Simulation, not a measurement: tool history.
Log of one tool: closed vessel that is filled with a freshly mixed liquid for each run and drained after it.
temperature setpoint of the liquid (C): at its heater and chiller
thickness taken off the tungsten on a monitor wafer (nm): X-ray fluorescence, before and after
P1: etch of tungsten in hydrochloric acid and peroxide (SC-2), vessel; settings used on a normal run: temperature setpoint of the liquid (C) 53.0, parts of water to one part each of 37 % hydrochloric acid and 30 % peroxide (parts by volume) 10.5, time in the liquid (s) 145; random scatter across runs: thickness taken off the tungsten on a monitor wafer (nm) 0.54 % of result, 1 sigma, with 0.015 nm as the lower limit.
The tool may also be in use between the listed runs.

run,hour,temperature setpoint of the liquid (C),parts of water to one part each of 37 % hydrochloric acid and 30 % peroxide (parts by volume),time in the liquid (s),thickness taken off the tungsten on a monitor wafer (nm)
1,9.4,53.0,10.5,145,32.3170
2,20.5,53.0,10.5,145,31.8680
3,29.4,66.0,10.5,145,72.9320
4,36.5,53.0,18.5,145,19.5110
5,42.7,53.0,10.5,145,32.1620
6,51.1,53.0,10.5,145,32.0020
7,58.5,53.0,4.0,145,67.5120
8,64.5,53.0,14.0,250,43.0870
9,71.5,53.0,10.5,275,60.9340
10,81.0,65.0,15.0,145,50.2780
11,88.9,53.0,10.5,45,9.9268
12,100.1,37.5,10.5,145,10.9810
13,107.3,53.0,10.5,145,32.2150
14,118.5,53.0,10.5,145,31.9810
15,125.8,53.0,10.5,145,31.2000
16,133.9,53.0,10.5,145,30.6100
17,141.0,53.0,10.5,145,30.1490
18,149.2,53.0,10.5,145,29.3770
# hour 154.7: new drum of peroxide connected
19,159.8,53.0,10.5,145,29.2820
20,166.7,53.0,10.5,145,29.0370
21,172.5,53.0,10.5,145,28.9600
22,182.4,53.0,10.5,145,28.7630

What will run 23 give?
23,187.8,53.0,10.5,145,?

thickness taken off the tungsten on a monitor wafer (nm): 29.1650
